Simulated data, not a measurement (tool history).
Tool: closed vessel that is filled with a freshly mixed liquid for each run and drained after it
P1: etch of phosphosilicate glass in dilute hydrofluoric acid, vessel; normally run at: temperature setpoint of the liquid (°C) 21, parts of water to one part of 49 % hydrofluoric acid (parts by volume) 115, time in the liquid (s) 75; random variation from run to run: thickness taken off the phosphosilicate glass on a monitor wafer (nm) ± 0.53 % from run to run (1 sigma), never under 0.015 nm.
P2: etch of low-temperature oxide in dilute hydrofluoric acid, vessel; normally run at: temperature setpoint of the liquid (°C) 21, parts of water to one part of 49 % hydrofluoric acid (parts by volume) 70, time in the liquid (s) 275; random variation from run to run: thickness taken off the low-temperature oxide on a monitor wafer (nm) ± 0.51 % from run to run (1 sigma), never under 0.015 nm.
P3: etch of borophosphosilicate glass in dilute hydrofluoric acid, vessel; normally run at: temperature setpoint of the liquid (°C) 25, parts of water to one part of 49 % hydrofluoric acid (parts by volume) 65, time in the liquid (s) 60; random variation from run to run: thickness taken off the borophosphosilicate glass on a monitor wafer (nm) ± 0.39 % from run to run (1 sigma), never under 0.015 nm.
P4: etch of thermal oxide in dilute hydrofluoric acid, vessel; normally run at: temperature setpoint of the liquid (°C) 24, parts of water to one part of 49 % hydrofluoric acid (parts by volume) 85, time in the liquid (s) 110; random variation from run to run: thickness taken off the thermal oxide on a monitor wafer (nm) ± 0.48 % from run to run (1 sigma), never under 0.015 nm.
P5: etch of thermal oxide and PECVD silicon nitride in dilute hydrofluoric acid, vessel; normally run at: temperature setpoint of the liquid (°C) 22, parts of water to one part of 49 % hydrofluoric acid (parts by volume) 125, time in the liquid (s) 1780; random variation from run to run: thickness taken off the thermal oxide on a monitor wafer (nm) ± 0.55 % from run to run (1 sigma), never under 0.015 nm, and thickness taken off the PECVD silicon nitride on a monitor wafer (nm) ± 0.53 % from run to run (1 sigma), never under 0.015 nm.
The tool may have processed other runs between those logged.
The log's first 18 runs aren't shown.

| run | hour | process that ran | temperature setpoint of the liquid (°C) | parts of water to one part of 49 % hydrofluoric acid (parts by volume) | time in the liquid (s) | hours since the thermometer was replaced | hours since the hydrofluoric acid flow meter was replaced | thickness taken off the phosphosilicate glass on a monitor wafer (nm) | thickness taken off the thermal oxide on a monitor wafer (nm) | thickness taken off the PECVD silicon nitride on a monitor wafer (nm) | thickness taken off the borophosphosilicate glass on a monitor wafer (nm) | thickness taken off the low-temperature oxide on a monitor wafer (nm) |
|---|---|---|---|---|---|---|---|---|---|---|---|---|
| 19 | 144.9 | P2 | 21 | 25 | 275 | 1025.6 | 1310.4 |  |  |  |  | 150.35 |
| 20 | 152.4 | P3 | 25 | 65 | 60 | 1033.1 | 1317.9 |  |  |  | 49.103 |  |
| 21 | 160.5 | P4 | 28 | 85 | 110 | 1041.2 | 1326 |  | 7.1969 |  |  |  |
| 22 | 166.9 | P2 | 29.5 | 70 | 275 | 1047.6 | 1332.4 |  |  |  |  | 72.253 |
| 23 | 177.3 | P1 | 26 | 115 | 75 | 1058 | 1342.8 | 44.062 |  |  |  |  |
| 24 | 187.7 | P4 | 24 | 85 | 110 | 1068.4 | 1353.2 |  | 6.1169 |  |  |  |
| 25 | 195.9 | P5 | 22 | 35 | 1780 | 1076.6 | 1361.4 |  | 236.5 | 161.63 |  |  |
| 26 | 202.4 | P3 | 25 | 65 | 60 | 1083.1 | 1367.9 |  |  |  | 49.02 |  |
| 27 | 210.8 | P2 | 21 | 70 | 275 | 1091.5 | 1376.3 |  |  |  |  | 51.233 |
| 28 | 219.9 | P3 | 25 | 20 | 60 | 1100.6 | 1385.4 |  |  |  | 169.97 |  |
| 29 | 225.7 | P3 | 25 | 65 | 30 | 1106.4 | 1391.2 |  |  |  | 24.595 |  |
| 30 | 236.6 | P1 | 21 | 115 | 75 | 1117.3 | 1402.1 | 36.503 |  |  |  |  |
| 31 | 243.5 | P1 | 21 | 115 | 75 | 1124.2 | 1409 | 36.508 |  |  |  |  |
| 32 | 254.3 | P1 | 21 | 115 | 75 | 1135 | 1419.8 | 36.073 |  |  |  |  |
| 33 | 264.7 | P1 | 21 | 115 | 75 | 1145.4 | 1430.2 | 36.356 |  |  |  |  |
| 34 | 271.3 | P1 | 25.5 | 115 | 115 | 1152 | 1436.8 | 66.778 |  |  |  |  |
| 35 | 278.6 | P1 | 21 | 115 | 75 | 1159.3 | 1444.1 | 36.168 |  |  |  |  |
| 36 | 285.4 | P1 | 21 | 115 | 75 | 1166.1 | 1450.9 | 35.44 |  |  |  |  |
| 37 | 294.6 | P1 | 21 | 115 | 75 | 1175.3 | 1460.1 | 34.671 |  |  |  |  |

Forecast run 38:
| 38 | 300.6 | P1 | 21 | 115 | 75 | 1181.3 | 1466.1 | ? |  |  |  |  |

{"run 38": {"thickness taken off the phosphosilicate glass on a monitor wafer (nm)": 34.095}}
